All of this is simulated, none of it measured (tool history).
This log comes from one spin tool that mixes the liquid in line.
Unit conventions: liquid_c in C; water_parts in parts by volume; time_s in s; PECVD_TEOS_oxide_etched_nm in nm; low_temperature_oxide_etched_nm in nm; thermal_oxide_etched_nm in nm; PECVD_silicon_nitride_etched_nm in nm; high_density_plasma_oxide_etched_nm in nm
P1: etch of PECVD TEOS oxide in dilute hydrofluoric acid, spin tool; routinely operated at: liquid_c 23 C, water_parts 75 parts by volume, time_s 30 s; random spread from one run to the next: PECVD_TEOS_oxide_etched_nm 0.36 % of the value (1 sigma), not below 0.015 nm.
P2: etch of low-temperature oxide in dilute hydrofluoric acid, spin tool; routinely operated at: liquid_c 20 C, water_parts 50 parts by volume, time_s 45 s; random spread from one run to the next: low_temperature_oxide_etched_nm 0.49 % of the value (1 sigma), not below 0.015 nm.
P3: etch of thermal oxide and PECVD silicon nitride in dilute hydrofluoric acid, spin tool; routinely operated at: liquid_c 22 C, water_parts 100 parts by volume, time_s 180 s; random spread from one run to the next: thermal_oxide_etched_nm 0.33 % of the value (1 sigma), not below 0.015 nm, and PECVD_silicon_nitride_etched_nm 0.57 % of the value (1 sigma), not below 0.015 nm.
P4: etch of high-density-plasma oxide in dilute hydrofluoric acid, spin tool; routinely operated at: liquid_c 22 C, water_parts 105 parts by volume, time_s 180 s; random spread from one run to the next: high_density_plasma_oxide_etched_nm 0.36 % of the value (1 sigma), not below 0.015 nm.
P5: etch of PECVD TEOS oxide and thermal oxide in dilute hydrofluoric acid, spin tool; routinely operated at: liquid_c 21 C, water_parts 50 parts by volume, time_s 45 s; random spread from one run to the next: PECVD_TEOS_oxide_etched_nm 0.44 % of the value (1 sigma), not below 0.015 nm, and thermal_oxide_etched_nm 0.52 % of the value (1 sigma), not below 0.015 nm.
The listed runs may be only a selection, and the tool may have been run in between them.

run   hour  process  liquid_c  water_parts  time_s  hours since the thermometer was replaced  hours since the hydrofluoric acid flow meter was replaced  PECVD_TEOS_oxide_etched_nm  low_temperature_oxide_etched_nm  thermal_oxide_etched_nm  PECVD_silicon_nitride_etched_nm  high_density_plasma_oxide_etched_nm
  1    4.7       P1        23           75      30                                    1737.3                                                     1221.1                       8.157
  2   12.8       P2        20           50      45                                    1745.4                                                     1229.2                                                       23.613
  3   18.9       P1        17          100      30                                    1751.5                                                     1235.3                      4.6498
  4   27.1       P5        21           80      45                                    1759.7                                                     1243.5                      7.4044                                                    2.5004
  5   35.2       P5        21           50      45                                    1767.8                                                     1251.6                      12.183                                                    4.1279
  6   42.7       P3        22          160     180                                    1775.3                                                     1259.1                                                                                4.5122                           2.7458
  7   46.4       P1        23           75      30                                      1779                                                     1262.8                      8.1857
  8   50.1       P1        19           75      15                                    1782.7                                                     1266.5                      3.4733
  9   55.1       P3        22          100     365                                    1787.7                                                     1271.5                                                                                15.806                           8.8312
 10   58.8       P1        23           75      30                                    1791.4                                                     1275.2                      8.1671
 11   64.6       P1        23           75      30                                    1797.2                                                       1281                       8.175
 12   70.9       P2        20           50      15                                    1803.5                                                     1287.3                                                       7.7885
 13   79.2       P2        27           50      45                                    1811.8                                                     1295.6                                                       31.729
 14     84       P1        28           75      30                                    1816.6                                                     1300.4                      9.9553
 15   92.1       P4        22          105     360                                    1824.7                                                     1308.5                                                                                                                                                      24.027
 16   97.1       P1        23           75      15                                    1829.7                                                     1313.5                      4.0775
 17  105.4       P3        22          100     180                                      1838                                                     1321.8                                                                                7.7716                           4.3096
 18  109.1       P1        23           75      30                                    1841.7                                                     1325.5                      8.1394
 19  113.9       P1        23           45      30                                    1846.5                                                     1330.3                      14.155
 20  117.7       P2        20           50      45                                    1850.3                                                     1334.1                                                       23.594
 21  121.5       P5        21           50      65                                    1854.1                                                     1337.9                      17.585                                                    5.9305
 22  125.2       P4        22          105     180                                    1857.8                                                     1341.6                                                                                                                                                       12.05
 23  129.2       P1        23          125      30                                    1861.8                                                     1345.6                      4.6289
 24  133.7       P5        21           50      45                                    1866.3                                                     1350.1                      12.232                                                    4.1049
 25  140.5       P1        19           75      30                                    1873.1                                                     1356.9                      6.9021
 26  145.4       P5        17           50      45                                      1878                                                     1361.8                       10.28                                                    3.4996
 27  149.9       P4        22           30     180                                    1882.5                                                     1366.3                                                                                                                                                      46.097
 28  156.9       P4        29          105     180                                    1889.5                                                     1373.3                                                                                                                                                      15.724
 29  162.3       P3        17          100     180                                    1894.9                                                     1378.7                                                                                6.3114                           3.1084
 30  166.2       P2        20           30      45                                    1898.8                                                     1382.6                                                       40.616
 31  171.2       P1        23           75      55                                    1903.8                                                     1387.6                      14.966
 32  179.4       P1        23           75      30                                      1912                                                     1395.8                      8.1339
 33  184.6       P1        23           75      30                                    1917.2                                                       1401                      8.1559

What does the tool deliver on the next run?
 34  188.4       P1        23           75      30                                      1921                                                     1404.8                           ?

{"run 34": {"PECVD_TEOS_oxide_etched_nm": 7.9705}}
